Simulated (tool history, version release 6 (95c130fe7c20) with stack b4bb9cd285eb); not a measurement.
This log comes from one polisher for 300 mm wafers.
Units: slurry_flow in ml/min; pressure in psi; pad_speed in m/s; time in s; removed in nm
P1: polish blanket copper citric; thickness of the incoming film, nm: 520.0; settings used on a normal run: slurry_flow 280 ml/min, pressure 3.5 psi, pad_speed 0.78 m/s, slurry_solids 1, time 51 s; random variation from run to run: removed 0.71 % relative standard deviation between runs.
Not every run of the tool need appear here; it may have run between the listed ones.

run   hour  slurry_flow  pressure  pad_speed  slurry_solids  time  wafers polished on this pad  hours since the slurry nozzle was cleaned  hours since the head pressure was calibrated  hours since the slurry blender was calibrated  removed
  1   11.9          280       3.5       0.78              1    51                          504                                      402.4                                         255.9                                          259.2   87.259
  2   18.8          280       3.5       0.78           1.45    51                          554                                      409.3                                         262.8                                          266.1   93.896
  3   24.4          170       3.5       0.78           1.25    51                          594                                      414.9                                         268.4                                          271.7   86.506
  4   33.2          280       4.7       0.78              1    51                          657                                      423.7                                         277.2                                          280.5   116.16
  5   40.1          280       3.5       0.78              1    51                          707                                      430.6                                         284.1                                          287.4   87.796
  6     47          280       3.5       0.78              1    23                          756                                      437.5                                           291                                          294.3   39.381
  7   57.1          280       3.5       0.78              1    51                          828                                      447.6                                         301.1                                          304.4   88.153
  8   62.7          280       3.5       1.24              1    51                          869                                      453.2                                         306.7                                            310   136.41
  9   69.2          370       2.3       0.78              1    51                          915                                      459.7                                         313.2                                          316.5   59.022
 10   77.8          280       3.5       0.78              1    51                          977                                      468.3                                         321.8                                          325.1   87.399
      77.9  -- head pressure recalibrated
 11     89          280       3.5       0.78              1    51                         1057                                      479.5                                          11.1                                          336.3   87.208
 12   96.2          170       3.5       0.78              1    51                         1109                                      486.7                                          18.3                                          343.5   81.831
 13  107.5          280       3.5        0.5              1    51                         1190                                        498                                          29.6                                          354.8   57.006
 14  113.3          280       3.5       0.78              1    76                         1232                                      503.8                                          35.4                                          360.6    130.6
 15  123.6          280       3.5       0.78              1    51                         1305                                      514.1                                          45.7                                          370.9   86.235
 16  134.9          280       3.5       0.78            0.6    51                         1387                                      525.4                                            57                                          382.2   79.153
 17  142.9          380       3.5       0.78              1    51                         1444                                      533.4                                            65                                          390.2   89.807
 18  152.2          280       1.6       0.78              1    51                         1511                                      542.7                                          74.3                                          399.5   41.516
 19  159.2          280       3.5       0.78              1    51                         1561                                      549.7                                          81.3                                          406.5   86.161
 20  167.6          280       3.5       0.78              1    51                         1621                                      558.1                                          89.7                                          414.9   87.077
 21  175.7          280       3.5       0.78              1    51                         1679                                      566.2                                          97.8                                            423   84.182
     183.5  -- worn pad replaced by a new one
 22  186.3          280       3.5       0.78              1    51                           20                                      576.8                                         108.4                                          433.6   85.036
 23  195.5          280       3.5       0.78              1    51                           86                                        586                                         117.6                                          442.8   83.431
       201  -- head pressure recalibrated
 24  203.1          280       3.5       0.78              1    51                          141                                      593.6                                           2.2                                          450.4   83.039
 25  213.1          280       3.5       0.78              1    51                          212                                      603.6                                          12.2                                          460.4   83.194
 26  220.2          280       3.5       0.78              1    51                          263                                      610.7                                          19.3                                          467.5   83.484

P1 has crept away from where it was. The log is fitted equally well by each of these 2 causes, at the sizes shown:
A: slurry flow missing at the pad, % = 34.4
B: abrasive missing from the slurry, % = 21
Onset of the creep was near hour 159.2.
Other possible causes, and why each is ruled out:
removal rate lost through wear of the pad, %: maintenance at hour 183.5, after the shift began, did not return the process to its former output
head's pressure below its setpoint, %: maintenance at hour 201, after the shift began, did not return the process to its former output

The 4 check runs listed below each average the results of 3 wafers, and their outcomes are marked with question marks. Under which run would the listed causes produce clearly different results?
check 1  227.3          280       3.5       0.78              1    70                                                                                                                                                                             ?
check 2  227.3          280       1.9       0.78              1    73                                                                                                                                                                             ?
check 3  227.3          280       3.5       1.22           1.25    51                                                                                                                                                                             ?
check 4  227.3          170       3.5       0.78            0.6    51                                                                                                                                                                             ?

What each check would give under each cause:
  check   result    if A    if B
check 1  removed  114.28  114.26
check 2  removed  66.134  66.122
check 3  removed  135.39  135.19
check 4  removed  68.405  70.656
Per check, the gap between the least separated pair of causes, taken in the result that splits them most: check 1 0.02 %; check 2 0.02 %; check 3 0.15 %; check 4 3.24 %
The other checks would show nearly matching results whichever cause is true, so check 4 is the only one that separates the causes.

Running check 4 produced the following: removed 68.835 nm. Which one of the listed causes fits?

The cause is A: slurry flow missing at the pad, %.
